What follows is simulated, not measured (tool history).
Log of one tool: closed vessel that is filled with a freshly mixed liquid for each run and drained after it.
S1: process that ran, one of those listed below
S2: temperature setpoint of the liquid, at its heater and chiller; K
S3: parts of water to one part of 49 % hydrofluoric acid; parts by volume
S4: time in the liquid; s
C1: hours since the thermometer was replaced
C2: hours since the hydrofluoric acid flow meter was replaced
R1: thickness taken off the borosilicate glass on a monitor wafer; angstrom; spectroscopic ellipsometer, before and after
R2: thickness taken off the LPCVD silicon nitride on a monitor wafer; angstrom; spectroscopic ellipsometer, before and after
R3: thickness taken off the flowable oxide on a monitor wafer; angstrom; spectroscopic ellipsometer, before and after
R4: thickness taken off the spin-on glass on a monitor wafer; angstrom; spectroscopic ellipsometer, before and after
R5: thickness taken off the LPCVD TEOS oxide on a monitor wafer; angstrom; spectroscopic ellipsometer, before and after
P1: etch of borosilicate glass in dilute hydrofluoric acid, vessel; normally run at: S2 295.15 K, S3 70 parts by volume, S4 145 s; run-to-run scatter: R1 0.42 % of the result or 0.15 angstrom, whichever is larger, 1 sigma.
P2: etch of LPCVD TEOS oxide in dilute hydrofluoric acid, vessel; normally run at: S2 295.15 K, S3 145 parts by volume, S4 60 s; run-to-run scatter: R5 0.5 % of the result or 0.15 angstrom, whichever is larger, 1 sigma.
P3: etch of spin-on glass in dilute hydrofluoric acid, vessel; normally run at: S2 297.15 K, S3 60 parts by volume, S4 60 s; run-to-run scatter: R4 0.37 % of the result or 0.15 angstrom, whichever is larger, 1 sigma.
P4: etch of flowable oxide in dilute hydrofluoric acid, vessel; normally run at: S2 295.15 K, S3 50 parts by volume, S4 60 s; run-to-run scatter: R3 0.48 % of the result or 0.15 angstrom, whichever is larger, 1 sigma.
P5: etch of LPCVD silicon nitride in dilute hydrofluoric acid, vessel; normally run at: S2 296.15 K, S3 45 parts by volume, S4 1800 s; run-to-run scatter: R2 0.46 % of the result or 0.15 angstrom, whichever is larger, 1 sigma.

{"run": 1, "hour": 4.3, "S1": "P1", "S2": 295.15, "S3": 70, "S4": 145, "C1": 997.4, "C2": 756.5, "R1": 392.98}
{"run": 2, "hour": 8.0, "S1": "P1", "S2": 295.15, "S3": 120, "S4": 145, "C1": 1001.1, "C2": 760.2, "R1": 216.6}
{"run": 3, "hour": 11.5, "S1": "P5", "S2": 290.15, "S3": 45, "S4": 1800, "C1": 1004.6, "C2": 763.7, "R2": 115.83}
{"run": 4, "hour": 17.3, "S1": "P4", "S2": 290.15, "S3": 50, "S4": 60, "C1": 1010.4, "C2": 769.5, "R3": 467.56}
{"run": 5, "hour": 20.8, "S1": "P1", "S2": 295.15, "S3": 70, "S4": 145, "C1": 1013.9, "C2": 773, "R1": 390.23}
{"run": 6, "hour": 24.4, "S1": "P1", "S2": 295.15, "S3": 70, "S4": 265, "C1": 1017.5, "C2": 776.6, "R1": 722.08}
{"run": 7, "hour": 30.4, "S1": "P3", "S2": 297.15, "S3": 60, "S4": 120, "C1": 1023.5, "C2": 782.6, "R4": 923.74}
{"run": 8, "hour": 35.7, "S1": "P2", "S2": 295.15, "S3": 145, "S4": 95, "C1": 1028.8, "C2": 787.9, "R5": 268.55}
{"run": 9, "hour": 41.0, "S1": "P1", "S2": 295.15, "S3": 70, "S4": 145, "C1": 1034.1, "C2": 793.2, "R1": 393.75}
{"run": 10, "hour": 48.7, "S1": "P2", "S2": 295.15, "S3": 250, "S4": 60, "C1": 1041.8, "C2": 800.9, "R5": 88.791}
{"run": 11, "hour": 54.4, "S1": "P1", "S2": 290.15, "S3": 70, "S4": 145, "C1": 1047.5, "C2": 806.6, "R1": 318.96}
{"run": 12, "hour": 60.3, "S1": "P3", "S2": 297.15, "S3": 25, "S4": 60, "C1": 1053.4, "C2": 812.5, "R4": 1173.5}
{"run": 13, "hour": 66.3, "S1": "P2", "S2": 300.15, "S3": 145, "S4": 60, "C1": 1059.4, "C2": 818.5, "R5": 206.52}
{"hour": 66.8, "done": "hydrofluoric acid flow meter replaced"}
{"run": 14, "hour": 71.8, "S1": "P1", "S2": 295.15, "S3": 70, "S4": 145, "C1": 1064.9, "C2": 5.1, "R1": 393.57}
{"run": 15, "hour": 78.2, "S1": "P1", "S2": 295.15, "S3": 70, "S4": 30, "C1": 1071.3, "C2": 11.5, "R1": 81.256}
{"run": 16, "hour": 81.8, "S1": "P5", "S2": 296.15, "S3": 60, "S4": 1800, "C1": 1074.9, "C2": 15.1, "R2": 133.11}
{"run": 17, "hour": 88.9, "S1": "P2", "S2": 295.15, "S3": 145, "S4": 60, "C1": 1082, "C2": 22.2, "R5": 171.44}
{"run": 18, "hour": 94.2, "S1": "P1", "S2": 295.15, "S3": 25, "S4": 145, "C1": 1087.3, "C2": 27.5, "R1": 1172}
{"run": 19, "hour": 99.8, "S1": "P4", "S2": 295.15, "S3": 50, "S4": 90, "C1": 1092.9, "C2": 33.1, "R3": 882.76}
{"run": 20, "hour": 107.4, "S1": "P1", "S2": 295.15, "S3": 70, "S4": 145, "C1": 1100.5, "C2": 40.7, "R1": 393.86}
{"run": 21, "hour": 111.9, "S1": "P2", "S2": 295.15, "S3": 145, "S4": 60, "C1": 1105, "C2": 45.2, "R5": 170.99}
{"run": 22, "hour": 115.8, "S1": "P3", "S2": 297.15, "S3": 60, "S4": 60, "C1": 1108.9, "C2": 49.1, "R4": 467.41}
{"run": 23, "hour": 123.7, "S1": "P4", "S2": 295.15, "S3": 20, "S4": 60, "C1": 1116.8, "C2": 57, "R3": 1515.2}
{"run": 24, "hour": 129.4, "S1": "P3", "S2": 291.65, "S3": 60, "S4": 60, "C1": 1122.5, "C2": 62.7, "R4": 370.24}
{"run": 25, "hour": 133.9, "S1": "P4", "S2": 295.15, "S3": 50, "S4": 60, "C1": 1127, "C2": 67.2, "R3": 583.52}
{"run": 26, "hour": 137.4, "S1": "P1", "S2": 295.15, "S3": 70, "S4": 145, "C1": 1130.5, "C2": 70.7, "R1": 394.28}
{"run": 27, "hour": 142.5, "S1": "P5", "S2": 296.15, "S3": 45, "S4": 3355, "C1": 1135.6, "C2": 75.8, "R2": 329.91}
{"run": 28, "hour": 147.6, "S1": "P1", "S2": 290.15, "S3": 95, "S4": 145, "C1": 1140.7, "C2": 80.9, "R1": 228.21}
{"run": 29, "hour": 153.5, "S1": "P3", "S2": 297.15, "S3": 60, "S4": 60, "C1": 1146.6, "C2": 86.8, "R4": 465.58}
{"run": 30, "hour": 157.7, "S1": "P5", "S2": 296.15, "S3": 45, "S4": 1800, "C1": 1150.8, "C2": 91, "R2": 176.91}
{"run": 31, "hour": 165.0, "S1": "P1", "S2": 300.15, "S3": 70, "S4": 145, "C1": 1158.1, "C2": 98.3, "R1": 478.89}
{"run": 32, "hour": 172.4, "S1": "P1", "S2": 295.15, "S3": 70, "S4": 145, "C1": 1165.5, "C2": 105.7, "R1": 388.54}
{"run": 33, "hour": 176.9, "S1": "P1", "S2": 295.15, "S3": 70, "S4": 145, "C1": 1170, "C2": 110.2, "R1": 378.82}
{"run": 34, "hour": 180.3, "S1": "P1", "S2": 295.15, "S3": 70, "S4": 145, "C1": 1173.4, "C2": 113.6, "R1": 370.21}
{"run": 35, "hour": 186.4, "S1": "P1", "S2": 295.15, "S3": 70, "S4": 145, "C1": 1179.5, "C2": 119.7, "R1": 361.39}
{"run": 36, "hour": 194.0, "S1": "P1", "S2": 295.15, "S3": 70, "S4": 145, "C1": 1187.1, "C2": 127.3, "R1": 359.08}
{"run": 37, "hour": 201.4, "S1": "P1", "S2": 295.15, "S3": 70, "S4": 145, "C1": 1194.5, "C2": 134.7, "R1": 358.54}
{"run": 38, "hour": 207.3, "S1": "P1", "S2": 295.15, "S3": 70, "S4": 145, "C1": 1200.4, "C2": 140.6, "R1": 353.1}

What P1 gives has crept away from where it was. These 2 causes fit the log equally well, each at the size given:
A: hydrofluoric acid flow below the setpoint (%) = 8.79
B: liquid colder than its thermometer reads (K) = 2.41
The creep began at about hour 172.4.

4 check runs are offered, one wafer each, their results left as question marks. Which one tells the causes apart?
{"run": "check 1", "hour": 213.2, "S1": "P4", "S2": 295.15, "S3": 50, "S4": 60, "R3": "?"}
{"run": "check 2", "hour": 213.2, "S1": "P3", "S2": 297.15, "S3": 60, "S4": 60, "R4": "?"}
{"run": "check 3", "hour": 213.2, "S1": "P5", "S2": 296.15, "S3": 45, "S4": 1800, "R2": "?"}
{"run": "check 4", "hour": 213.2, "S1": "P2", "S2": 295.15, "S3": 145, "S4": 60, "R5": "?"}

What each check would give under each cause:
check=check_1 result=R3 if_A=528.46 if_B=526.55
check=check_2 result=R4 if_A=421.48 if_B=421.54
check=check_3 result=R2 if_A=161.76 if_B=149.96
check=check_4 result=R5 if_A=152.61 if_B=154.41
How far apart the two closest causes lie, in the result that separates them most: check 1 0.36 %; check 2 0.01 %; check 3 7.57 %; check 4 1.17 %
Check 3 tells the causes apart: in the others they would give nearly the same result.

Then check 3 was run and gave: R2 161.53 angstrom. Which cause is it?

It is A: hydrofluoric acid flow below the setpoint (%).
